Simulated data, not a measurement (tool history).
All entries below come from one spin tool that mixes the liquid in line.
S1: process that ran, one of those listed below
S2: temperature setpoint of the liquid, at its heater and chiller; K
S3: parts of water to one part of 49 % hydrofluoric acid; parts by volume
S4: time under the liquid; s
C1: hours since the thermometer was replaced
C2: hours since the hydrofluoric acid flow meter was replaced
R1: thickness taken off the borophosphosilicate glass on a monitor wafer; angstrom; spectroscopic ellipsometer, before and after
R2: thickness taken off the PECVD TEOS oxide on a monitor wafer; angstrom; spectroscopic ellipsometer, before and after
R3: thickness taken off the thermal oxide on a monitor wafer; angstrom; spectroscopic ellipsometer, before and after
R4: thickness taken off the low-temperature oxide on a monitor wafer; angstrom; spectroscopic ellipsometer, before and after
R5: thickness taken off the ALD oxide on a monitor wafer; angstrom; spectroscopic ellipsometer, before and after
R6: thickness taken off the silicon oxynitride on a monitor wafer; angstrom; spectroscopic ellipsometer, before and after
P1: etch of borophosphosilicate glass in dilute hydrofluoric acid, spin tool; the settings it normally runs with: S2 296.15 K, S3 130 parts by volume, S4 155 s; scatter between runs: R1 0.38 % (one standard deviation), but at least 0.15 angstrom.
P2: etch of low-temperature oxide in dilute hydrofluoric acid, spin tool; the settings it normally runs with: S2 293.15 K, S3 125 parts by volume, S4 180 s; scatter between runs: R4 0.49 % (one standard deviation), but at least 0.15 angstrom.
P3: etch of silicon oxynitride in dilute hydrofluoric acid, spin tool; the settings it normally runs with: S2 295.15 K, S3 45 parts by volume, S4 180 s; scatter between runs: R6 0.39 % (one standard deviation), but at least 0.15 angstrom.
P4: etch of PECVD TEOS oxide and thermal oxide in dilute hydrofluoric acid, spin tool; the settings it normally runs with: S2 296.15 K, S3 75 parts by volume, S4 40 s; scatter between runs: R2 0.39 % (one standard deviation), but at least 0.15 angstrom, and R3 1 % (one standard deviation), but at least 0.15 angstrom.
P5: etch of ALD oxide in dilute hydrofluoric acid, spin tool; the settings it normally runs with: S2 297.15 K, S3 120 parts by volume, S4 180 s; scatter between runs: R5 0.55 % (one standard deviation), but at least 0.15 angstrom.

| run | hour | S1 | S2 | S3 | S4 | C1 | C2 | R1 | R2 | R3 | R4 | R5 | R6 |
|---|---|---|---|---|---|---|---|---|---|---|---|---|---|
| 1 | 2.8 | P1 | 296.15 | 130 | 155 | 1254.1 | 102.3 | 362.69 |  |  |  |  |  |
| 2 | 7.1 | P4 | 296.15 | 75 | 40 | 1258.4 | 106.6 |  | 98.071 | 25.540 |  |  |  |
| 3 | 11.4 | P1 | 296.15 | 205 | 155 | 1262.7 | 110.9 | 213.42 |  |  |  |  |  |
| 4 | 15.4 | P2 | 293.15 | 125 | 180 | 1266.7 | 114.9 |  |  |  | 129.26 |  |  |
|  | 18.2 | hydrofluoric acid flow meter replaced |
| 5 | 18.8 | P4 | 296.15 | 125 | 40 | 1270.1 | 0.7 |  | 55.715 | 14.612 |  |  |  |
| 6 | 22.4 | P4 | 296.15 | 75 | 80 | 1273.7 | 4.3 |  | 195.680 | 50.766 |  |  |  |
| 7 | 27.2 | P4 | 290.15 | 75 | 40 | 1278.5 | 9.1 |  | 75.972 | 19.926 |  |  |  |
| 8 | 30.6 | P1 | 296.15 | 130 | 155 | 1281.9 | 12.5 | 364.74 |  |  |  |  |  |
| 9 | 36.1 | P1 | 296.15 | 130 | 155 | 1287.4 | 18.0 | 366.17 |  |  |  |  |  |
| 10 | 39.7 | P1 | 296.15 | 130 | 155 | 1291.0 | 21.6 | 368.04 |  |  |  |  |  |
| 11 | 42.4 | P1 | 296.15 | 130 | 155 | 1293.7 | 24.3 | 365.54 |  |  |  |  |  |
| 12 | 46.7 | P5 | 297.15 | 120 | 325 | 1298.0 | 28.6 |  |  |  |  | 458.29 |  |
| 13 | 51.4 | P4 | 296.15 | 75 | 40 | 1302.7 | 33.3 |  | 97.740 | 25.509 |  |  |  |
| 14 | 56.4 | P2 | 290.15 | 125 | 180 | 1307.7 | 38.3 |  |  |  | 114.41 |  |  |
| 15 | 59.4 | P3 | 295.15 | 45 | 180 | 1310.7 | 41.3 |  |  |  |  |  | 54.283 |
| 16 | 61.9 | P2 | 293.15 | 45 | 180 | 1313.2 | 43.8 |  |  |  | 391.87 |  |  |
| 17 | 66.4 | P1 | 290.15 | 130 | 155 | 1317.7 | 48.3 | 288.63 |  |  |  |  |  |
|  | 68.0 | thermometer replaced |
| 18 | 70.5 | P3 | 295.15 | 45 | 60 | 2.6 | 52.4 |  |  |  |  |  | 18.175 |
| 19 | 75.9 | P1 | 296.15 | 130 | 295 | 8.0 | 57.8 | 691.97 |  |  |  |  |  |
| 20 | 79.6 | P5 | 297.15 | 120 | 180 | 11.7 | 61.5 |  |  |  |  | 253.15 |  |
| 21 | 83.3 | P3 | 290.15 | 45 | 180 | 15.4 | 65.2 |  |  |  |  |  | 42.066 |
| 22 | 88.8 | P1 | 291.65 | 60 | 155 | 20.9 | 70.7 | 713.05 |  |  |  |  |  |
| 23 | 93.5 | P3 | 295.15 | 45 | 180 | 25.6 | 75.4 |  |  |  |  |  | 54.172 |
| 24 | 96.0 | P2 | 293.15 | 125 | 290 | 28.1 | 77.9 |  |  |  | 208.85 |  |  |
| 25 | 101.3 | P1 | 296.15 | 130 | 85 | 33.4 | 83.2 | 200.78 |  |  |  |  |  |
| 26 | 106.2 | P5 | 292.15 | 120 | 180 | 38.3 | 88.1 |  |  |  |  | 203.73 |  |
| 27 | 111.9 | P1 | 296.15 | 80 | 155 | 44.0 | 93.8 | 628.63 |  |  |  |  |  |
| 28 | 114.5 | P1 | 296.15 | 130 | 155 | 46.6 | 96.4 | 368.06 |  |  |  |  |  |
| 29 | 117.4 | P1 | 301.15 | 130 | 155 | 49.5 | 99.3 | 443.70 |  |  |  |  |  |
| 30 | 120.0 | P1 | 296.15 | 130 | 155 | 52.1 | 101.9 | 365.44 |  |  |  |  |  |
| 31 | 122.5 | P3 | 295.15 | 20 | 180 | 54.6 | 104.4 |  |  |  |  |  | 123.300 |
| 32 | 125.7 | P5 | 297.15 | 50 | 180 | 57.8 | 107.6 |  |  |  |  | 660.24 |  |
| 33 | 130.8 | P1 | 296.15 | 130 | 155 | 62.9 | 112.7 | 363.62 |  |  |  |  |  |
| 34 | 134.9 | P1 | 296.15 | 130 | 155 | 67.0 | 116.8 | 352.41 |  |  |  |  |  |
| 35 | 137.5 | P1 | 296.15 | 130 | 155 | 69.6 | 119.4 | 346.58 |  |  |  |  |  |
| 36 | 140.9 | P1 | 296.15 | 130 | 155 | 73.0 | 122.8 | 342.68 |  |  |  |  |  |
| 37 | 145.1 | P1 | 296.15 | 130 | 155 | 77.2 | 127.0 | 340.34 |  |  |  |  |  |
| 38 | 148.4 | P1 | 296.15 | 130 | 155 | 80.5 | 130.3 | 335.50 |  |  |  |  |  |
| 39 | 152.4 | P1 | 296.15 | 130 | 155 | 84.5 | 134.3 | 332.81 |  |  |  |  |  |
| 40 | 157.5 | P1 | 296.15 | 130 | 155 | 89.6 | 139.4 | 332.44 |  |  |  |  |  |
| 41 | 161.3 | P1 | 296.15 | 130 | 155 | 93.4 | 143.2 | 332.38 |  |  |  |  |  |
| 42 | 165.8 | P1 | 296.15 | 130 | 155 | 97.9 | 147.7 | 332.27 |  |  |  |  |  |

The output of P1 has drifted from where it used to be. Each of the 2 causes below, taken at the size shown beside it, accounts for the log equally well:
A: hydrofluoric acid flow below the setpoint (%) = 8.06
B: liquid colder than its thermometer reads (K) = 2.45
The onset of the drift is placed at about hour 130.8.

4 check runs are offered, one wafer each, their results left as question marks. Which one tells the causes apart?
| check 1 | 170.3 | P2 | 293.15 | 125 | 180 |  |  |  |  |  | ? |  |  |
| check 2 | 170.3 | P4 | 296.15 | 75 | 40 |  |  |  | ? | ? |  |  |  |
| check 3 | 170.3 | P5 | 297.15 | 120 | 180 |  |  |  |  |  |  | ? |  |
| check 4 | 170.3 | P3 | 295.15 | 45 | 180 |  |  |  |  |  |  |  | ? |

How each check would come out, cause by cause:
| check | result | if A | if B |
|---|---|---|---|
| check 1 | R4 | 117.28 | 116.76 |
| check 2 | R2 | 89.123 | 88.356 |
| check 2 | R3 | 23.460 | 23.258 |
| check 3 | R5 | 228.61 | 228.54 |
| check 4 | R6 | 49.791 | 48.027 |
Distance between the nearest two causes, measured in the result of the check that separates them most: check 1 0.44 %; check 2 0.86 %; check 3 0.03 %; check 4 3.61 %
Check 4 tells the causes apart: in the others they would give nearly the same result.

The results of check 4 are: R6 47.921 angstrom. Based on these, which of the listed causes is it?

Of the candidate causes, it is B: liquid colder than its thermometer reads (K).
